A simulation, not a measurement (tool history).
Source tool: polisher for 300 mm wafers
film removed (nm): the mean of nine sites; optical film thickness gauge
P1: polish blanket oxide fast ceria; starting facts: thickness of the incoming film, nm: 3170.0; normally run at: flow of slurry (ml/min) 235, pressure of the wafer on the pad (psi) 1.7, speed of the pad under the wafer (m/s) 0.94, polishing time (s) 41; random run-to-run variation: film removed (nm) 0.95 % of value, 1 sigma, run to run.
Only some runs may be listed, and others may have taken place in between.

| run | hour | flow of slurry (ml/min) | pressure of the wafer on the pad (psi) | speed of the pad under the wafer (m/s) | polishing time (s) | wafers polished on this pad | hours since the slurry nozzle was cleaned | hours since the head pressure was calibrated | film removed (nm) |
|---|---|---|---|---|---|---|---|---|---|
| 1 | 2.4 | 235 | 1.7 | 0.94 | 41 | 262 | 153.6 | 257.8 | 303.76 |
| 2 | 5.1 | 235 | 1.7 | 0.94 | 41 | 294 | 156.3 | 260.5 | 304.22 |
| 3 | 7.5 | 235 | 1.7 | 0.94 | 51 | 322 | 158.7 | 262.9 | 369.90 |
| 4 | 10.4 | 235 | 1.7 | 1.44 | 41 | 356 | 161.6 | 265.8 | 463.05 |
| 5 | 13.2 | 235 | 1.7 | 0.94 | 20 | 389 | 164.4 | 268.6 | 152.46 |
| 6 | 17.6 | 235 | 2.6 | 1.44 | 41 | 441 | 168.8 | 273.0 | 708.72 |
|  | 19.9 | slurry nozzle cleaned |
| 7 | 20.4 | 235 | 1.7 | 0.94 | 41 | 474 | 0.5 | 275.8 | 300.52 |
| 8 | 23.5 | 160 | 1.3 | 0.94 | 41 | 510 | 3.6 | 278.9 | 220.86 |
| 9 | 27.9 | 235 | 1.7 | 0.94 | 41 | 562 | 8.0 | 283.3 | 303.28 |
| 10 | 32.3 | 140 | 1.7 | 0.94 | 41 | 613 | 12.4 | 287.7 | 285.62 |
| 11 | 35.9 | 235 | 1.7 | 1.22 | 52 | 656 | 16.0 | 291.3 | 501.82 |
| 12 | 38.5 | 370 | 1.7 | 0.94 | 41 | 686 | 18.6 | 293.9 | 318.60 |
| 13 | 41.1 | 235 | 0.8 | 0.94 | 41 | 717 | 21.2 | 296.5 | 144.82 |
| 14 | 44.9 | 235 | 1.7 | 0.42 | 41 | 761 | 25.0 | 300.3 | 135.01 |
| 15 | 49.1 | 235 | 2.4 | 0.94 | 41 | 810 | 29.2 | 304.5 | 428.54 |
| 16 | 52.9 | 235 | 1.7 | 0.94 | 41 | 855 | 33.0 | 308.3 | 303.56 |
| 17 | 55.3 | 235 | 1.7 | 0.94 | 41 | 883 | 35.4 | 310.7 | 297.97 |
| 18 | 59.4 | 235 | 1.7 | 0.94 | 41 | 931 | 39.5 | 314.8 | 291.97 |
| 19 | 61.4 | 235 | 1.7 | 0.94 | 41 | 955 | 41.5 | 316.8 | 289.37 |
| 20 | 64.5 | 235 | 1.7 | 0.94 | 41 | 991 | 44.6 | 319.9 | 283.51 |
|  | 64.6 | head pressure recalibrated |
| 21 | 68.6 | 235 | 1.7 | 0.94 | 41 | 1039 | 48.7 | 4.0 | 282.32 |

Run 22 has not been measured yet. What should we expect?
| 22 | 70.8 | 235 | 1.7 | 0.94 | 41 | 1065 | 50.9 | 6.2 | ? |

film removed (nm): 282.32
